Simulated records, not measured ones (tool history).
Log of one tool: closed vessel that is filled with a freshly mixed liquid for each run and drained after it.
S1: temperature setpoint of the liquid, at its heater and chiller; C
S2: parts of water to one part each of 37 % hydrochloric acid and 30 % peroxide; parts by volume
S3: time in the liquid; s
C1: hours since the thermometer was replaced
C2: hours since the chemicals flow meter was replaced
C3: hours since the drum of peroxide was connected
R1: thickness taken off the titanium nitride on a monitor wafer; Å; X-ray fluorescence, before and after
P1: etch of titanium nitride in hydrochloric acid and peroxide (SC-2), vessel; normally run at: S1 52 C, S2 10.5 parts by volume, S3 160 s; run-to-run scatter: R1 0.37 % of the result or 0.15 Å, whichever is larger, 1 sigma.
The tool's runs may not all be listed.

run   hour    S1    S2   S3      C1     C2     C3      R1
  1   13.6    52  10.5  160  1828.8    215  729.8  82.822
  2   27.8    40  10.5   55    1843  229.2    744  12.485
  3   41.3    68  10.5  160  1856.5  242.7  757.5  223.96
      45.3  -- thermometer replaced
  4   48.6    52  10.5  160     3.4    250  764.8  81.928
  5   64.4    52  10.5  290    19.2  265.8  780.6  148.67
  6     75  43.5   5.5  160    29.8  276.4  791.2   76.79
  7   87.6    52  10.5  160    42.4    289  803.8  81.884
  8   96.7    52    15  160    51.5  298.1  812.9  60.023
     106.3  -- new drum of peroxide connected
  9  111.7  42.5  17.5  160    66.5  313.1    5.4  27.539
 10  119.6    52  10.5   30    74.4    321   13.3  15.413
 11  131.5  40.5  10.5  160    86.3  332.9   25.2  37.335
 12  139.5    52  10.5  160    94.3  340.9   33.2  81.886
 13  154.4    52  10.5  160   109.2  355.8   48.1  81.629
 14  163.1    52     4  160   117.9  364.5   56.8  170.45
 15  176.2    52  10.5  160     131  377.6   69.9  81.678
 16  187.6    52  10.5  160   142.4    389   81.3  81.967
 17  197.7    52  10.5  160   152.5  399.1   91.4  78.821
 18  213.7    52  10.5  160   168.5  415.1  107.4  76.014
 19  223.7    52  10.5  160   178.5  425.1  117.4  75.194
 20  235.9    52  10.5  160   190.7  437.3  129.6  75.076
     246.4  -- new drum of peroxide connected
 21  249.5    52  10.5  160   204.3  450.9    3.2  74.412
 22  261.5    52  10.5  160   216.3  462.9   15.2  74.532
 23  271.7    52  10.5  160   226.5  473.1   25.4  74.098

What P1 gives has crept away from where it was. These 2 causes fit the log equally well, each at the size given:
A: liquid colder than its thermometer reads (K) = 1.49
B: chemicals flow below the setpoint (%) = 10.9
The creep began at about hour 187.6.
Why every other cause is out:
peroxide weaker than its label (%): serviced at hour 246.4, which brought nothing back

4 check runs are offered, each on 2 wafers whose results are averaged, their results left as question marks. Which one tells the causes apart?
check 1  281.9    52     4  160               ?
check 2  281.9  61.5  10.5   80               ?
check 3  281.9    52    14   90               ?
check 4  281.9    59  10.5  235               ?

What each check would give under each cause:
  check  result    if A    if B
check 1      R1  154.52  157.67
check 2      R1  68.484  68.156
check 3      R1  32.593  32.491
check 4      R1  171.77  171.19
How far apart the two closest causes lie, in the result that separates them most: check 1 2.02 %; check 2 0.48 %; check 3 0.31 %; check 4 0.34 %
Check 1 tells the causes apart: in the others they would give nearly the same result.

Then check 1 was run and gave: R1 157.22 Å. Which cause is it?

It is B: chemicals flow below the setpoint (%).
